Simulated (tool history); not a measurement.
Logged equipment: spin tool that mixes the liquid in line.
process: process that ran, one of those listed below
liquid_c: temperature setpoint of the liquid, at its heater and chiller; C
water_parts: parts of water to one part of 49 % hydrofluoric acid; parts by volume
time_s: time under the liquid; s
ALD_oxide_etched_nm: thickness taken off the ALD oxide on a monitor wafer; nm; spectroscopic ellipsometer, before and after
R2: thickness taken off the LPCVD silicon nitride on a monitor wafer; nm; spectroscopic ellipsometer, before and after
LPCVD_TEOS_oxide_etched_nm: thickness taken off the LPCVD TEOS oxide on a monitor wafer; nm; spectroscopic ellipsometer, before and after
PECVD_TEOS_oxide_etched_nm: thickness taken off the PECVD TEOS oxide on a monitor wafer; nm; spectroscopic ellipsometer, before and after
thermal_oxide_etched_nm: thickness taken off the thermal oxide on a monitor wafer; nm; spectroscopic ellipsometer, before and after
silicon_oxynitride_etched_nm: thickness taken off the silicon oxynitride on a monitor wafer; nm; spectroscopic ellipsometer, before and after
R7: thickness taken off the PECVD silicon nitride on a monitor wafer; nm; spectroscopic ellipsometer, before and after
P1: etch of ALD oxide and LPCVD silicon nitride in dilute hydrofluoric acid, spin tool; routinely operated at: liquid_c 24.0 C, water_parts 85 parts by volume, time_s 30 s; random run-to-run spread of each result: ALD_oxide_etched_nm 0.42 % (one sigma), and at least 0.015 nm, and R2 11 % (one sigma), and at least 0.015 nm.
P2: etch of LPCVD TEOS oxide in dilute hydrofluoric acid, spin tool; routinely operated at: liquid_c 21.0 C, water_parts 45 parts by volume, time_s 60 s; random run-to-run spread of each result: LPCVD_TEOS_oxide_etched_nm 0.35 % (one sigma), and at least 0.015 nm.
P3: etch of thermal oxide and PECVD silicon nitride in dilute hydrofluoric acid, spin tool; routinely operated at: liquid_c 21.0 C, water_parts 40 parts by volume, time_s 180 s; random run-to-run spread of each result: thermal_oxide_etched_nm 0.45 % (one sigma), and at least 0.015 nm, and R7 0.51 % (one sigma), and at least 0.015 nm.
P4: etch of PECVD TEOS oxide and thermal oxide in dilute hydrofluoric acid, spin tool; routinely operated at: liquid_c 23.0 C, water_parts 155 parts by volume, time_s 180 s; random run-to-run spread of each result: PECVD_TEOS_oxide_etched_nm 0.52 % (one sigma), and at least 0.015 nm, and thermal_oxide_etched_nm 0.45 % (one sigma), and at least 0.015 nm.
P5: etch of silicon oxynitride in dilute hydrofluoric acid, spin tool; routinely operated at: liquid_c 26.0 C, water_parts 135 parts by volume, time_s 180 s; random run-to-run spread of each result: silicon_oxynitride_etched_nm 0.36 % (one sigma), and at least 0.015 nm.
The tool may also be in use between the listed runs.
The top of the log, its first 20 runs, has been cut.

Run 21, day 5.779: process P1, liquid_c 24.0 C, water_parts 85 parts by volume, time_s 50 s. Result: ALD_oxide_etched_nm 12.5270 nm, R2 0.326110 nm.
Run 22, day 6.000: process P1, liquid_c 24.0 C, water_parts 140 parts by volume, time_s 30 s. Result: ALD_oxide_etched_nm 4.2748 nm, R2 0.120400 nm.
Run 23, day 6.279: process P4, liquid_c 23.0 C, water_parts 155 parts by volume, time_s 180 s. Result: PECVD_TEOS_oxide_etched_nm 11.9340 nm, thermal_oxide_etched_nm 4.9502 nm.
Run 24, day 6.625: process P2, liquid_c 21.0 C, water_parts 45 parts by volume, time_s 110 s. Result: LPCVD_TEOS_oxide_etched_nm 89.406 nm.
Run 25, day 6.879: process P1, liquid_c 24.0 C, water_parts 85 parts by volume, time_s 30 s. Result: ALD_oxide_etched_nm 7.5479 nm, R2 0.159510 nm.
Run 26, day 7.112: process P5, liquid_c 26.0 C, water_parts 50 parts by volume, time_s 180 s. Result: silicon_oxynitride_etched_nm 19.8000 nm.
Run 27, day 7.371: process P1, liquid_c 18.5 C, water_parts 85 parts by volume, time_s 30 s. Result: ALD_oxide_etched_nm 5.9498 nm, R2 0.104320 nm.
Run 28, day 7.604: process P2, liquid_c 21.0 C, water_parts 20 parts by volume, time_s 60 s. Result: LPCVD_TEOS_oxide_etched_nm 113.150 nm.
Run 29, day 7.762: process P1, liquid_c 24.0 C, water_parts 85 parts by volume, time_s 30 s. Result: ALD_oxide_etched_nm 7.5030 nm, R2 0.208920 nm.
Run 30, day 7.933: process P2, liquid_c 21.0 C, water_parts 45 parts by volume, time_s 60 s. Result: LPCVD_TEOS_oxide_etched_nm 48.674 nm.
Run 31, day 8.208: process P1, liquid_c 24.0 C, water_parts 85 parts by volume, time_s 30 s. Result: ALD_oxide_etched_nm 7.4690 nm, R2 0.182220 nm.
Run 32, day 8.508: process P1, liquid_c 24.0 C, water_parts 85 parts by volume, time_s 30 s. Result: ALD_oxide_etched_nm 7.3742 nm, R2 0.223900 nm.
Run 33, day 8.871: process P1, liquid_c 24.0 C, water_parts 85 parts by volume, time_s 30 s. Result: ALD_oxide_etched_nm 7.2599 nm, R2 0.136760 nm.
Run 34, day 9.058: process P1, liquid_c 24.0 C, water_parts 85 parts by volume, time_s 30 s. Result: ALD_oxide_etched_nm 7.2011 nm, R2 0.191570 nm.

Run 35 has not been measured yet. What should we expect?
Run 35, day 9.338: process P1, liquid_c 24.0 C, water_parts 85 parts by volume, time_s 30 s. Result: ALD_oxide_etched_nm ?, R2 ?.

ALD_oxide_etched_nm: 7.1927 nm
R2: 0.172250 nm
